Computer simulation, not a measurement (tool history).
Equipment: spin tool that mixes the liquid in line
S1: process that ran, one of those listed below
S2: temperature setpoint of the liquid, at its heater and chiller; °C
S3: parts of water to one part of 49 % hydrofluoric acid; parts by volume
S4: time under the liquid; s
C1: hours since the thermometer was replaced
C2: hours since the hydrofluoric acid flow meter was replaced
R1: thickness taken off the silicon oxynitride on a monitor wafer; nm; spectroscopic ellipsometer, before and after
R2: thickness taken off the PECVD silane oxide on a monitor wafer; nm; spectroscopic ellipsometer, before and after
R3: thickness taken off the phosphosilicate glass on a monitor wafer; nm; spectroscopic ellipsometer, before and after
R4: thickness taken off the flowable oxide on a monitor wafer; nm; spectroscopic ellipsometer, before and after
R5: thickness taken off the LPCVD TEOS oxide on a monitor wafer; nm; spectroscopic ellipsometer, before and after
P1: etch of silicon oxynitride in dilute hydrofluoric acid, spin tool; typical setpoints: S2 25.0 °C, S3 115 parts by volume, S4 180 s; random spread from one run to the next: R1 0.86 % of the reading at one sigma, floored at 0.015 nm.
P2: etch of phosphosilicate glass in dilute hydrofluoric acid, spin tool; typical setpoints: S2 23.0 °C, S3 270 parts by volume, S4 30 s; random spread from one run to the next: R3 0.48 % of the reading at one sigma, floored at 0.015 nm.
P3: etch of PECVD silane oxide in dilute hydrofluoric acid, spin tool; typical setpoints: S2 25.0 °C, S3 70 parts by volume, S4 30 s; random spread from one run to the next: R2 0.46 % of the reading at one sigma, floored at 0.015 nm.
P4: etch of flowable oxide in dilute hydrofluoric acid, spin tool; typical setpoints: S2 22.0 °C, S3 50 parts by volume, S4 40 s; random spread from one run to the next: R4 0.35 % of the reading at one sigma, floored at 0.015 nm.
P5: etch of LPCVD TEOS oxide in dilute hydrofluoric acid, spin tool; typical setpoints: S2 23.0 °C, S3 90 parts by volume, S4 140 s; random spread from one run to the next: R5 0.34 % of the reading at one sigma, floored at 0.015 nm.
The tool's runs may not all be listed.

run,hour,S1,S2,S3,S4,C1,C2,R1,R2,R3,R4,R5
1,13.0,P1,25.0,115,180,1118.3,1047.9,2.3369,,,,
2,23.3,P3,25.0,70,30,1128.6,1058.2,,9.8895,,,
3,29.9,P1,25.0,175,65,1135.2,1064.8,0.5329,,,,
4,37.3,P2,23.0,270,30,1142.6,1072.2,,,6.8614,,
5,47.1,P3,25.0,125,30,1152.4,1082.0,,5.2006,,,
6,58.4,P2,17.0,270,30,1163.7,1093.3,,,5.5298,,
7,71.8,P1,25.0,30,180,1177.1,1106.7,9.5554,,,,
8,79.3,P4,22.0,25,40,1184.6,1114.2,,,,48.6430,
9,85.9,P1,25.0,200,180,1191.2,1120.8,1.2441,,,,
10,94.1,P5,23.0,40,140,1199.4,1129.0,,,,,104.920
11,100.4,P4,30.5,50,40,1205.7,1135.3,,,,32.9870,
12,113.3,P1,25.0,115,180,1218.6,1148.2,2.3177,,,,
13,123.5,P3,25.0,70,60,1228.8,1158.4,,19.7780,,,
14,132.5,P1,28.5,115,255,1237.8,1167.4,3.9133,,,,
15,145.1,P2,23.0,455,30,1250.4,1180.0,,,3.4660,,
16,152.5,P2,23.0,270,65,1257.8,1187.4,,,15.0060,,
17,162.9,P1,30.0,115,180,1268.2,1197.8,2.9957,,,,
# hour 169.3: thermometer replaced
18,174.2,P3,21.0,70,30,5.0,1209.1,,8.4762,,,
19,180.5,P5,23.0,90,140,11.3,1215.4,,,,,44.068
20,190.7,P1,25.0,115,180,21.5,1225.6,2.3156,,,,
21,196.9,P4,22.0,50,40,27.7,1231.8,,,,23.4300,
22,203.5,P5,23.0,90,225,34.3,1238.4,,,,,70.548
23,216.0,P4,22.0,50,15,46.8,1250.9,,,,8.8315,
24,228.7,P5,17.0,90,140,59.5,1263.6,,,,,34.248
25,238.8,P1,25.0,115,295,69.6,1273.7,3.8038,,,,
26,249.4,P1,25.0,115,15,80.2,1284.3,0.1963,,,,
27,261.4,P3,25.0,70,30,92.2,1296.3,,10.0030,,,
28,274.6,P1,25.0,115,180,105.4,1309.5,2.3630,,,,
29,280.9,P1,19.5,115,180,111.7,1315.8,1.7745,,,,
30,290.4,P1,25.0,115,180,121.2,1325.3,2.3001,,,,
31,296.2,P1,25.0,115,180,127.0,1331.1,2.2735,,,,
32,307.0,P1,25.0,115,180,137.8,1341.9,2.2561,,,,
33,313.0,P1,25.0,115,180,143.8,1347.9,2.1955,,,,
34,325.1,P1,25.0,115,180,155.9,1360.0,2.1900,,,,
35,333.6,P1,25.0,115,180,164.4,1368.5,2.1807,,,,
36,342.6,P1,25.0,115,180,173.4,1377.5,2.1519,,,,
37,354.7,P1,25.0,115,180,185.5,1389.6,2.1507,,,,

What P1 gives has crept away from where it was. These 2 causes fit the log equally well, each at the size given:
A: hydrofluoric acid flow below the setpoint (%) = 7.76
B: liquid colder than its thermometer reads (K) = 1.91
The onset of the drift is placed at about hour 290.4.

4 check runs are offered, one wafer each, their results left as question marks. Which one tells the causes apart?
check 1,366.8,P3,21.5,70,55,,,,?,,,
check 2,366.8,P2,23.0,370,60,,,,,?,,
check 3,366.8,P5,23.0,60,225,,,,,,,?
check 4,366.8,P4,29.5,35,40,,,,,,?,

If the cause were each of the candidates in turn, the checks would give the following:
check,result,if A,if B
check 1,R2,14.5050,14.6250
check 2,R3,8.2354,8.5969
check 3,R5,100.720,101.530
check 4,R4,42.5500,42.9050
Separation of the two closest causes in each check, using whichever result separates them best: check 1 0.82 %; check 2 4.3 %; check 3 0.8 %; check 4 0.83 %
Check 2 is the one run that separates the causes; every other check would come out nearly the same whichever cause is at work.

Check 2 was then run and gave: R3 8.2493 nm. Which cause is it?

A is the cause: hydrofluoric acid flow below the setpoint (%).
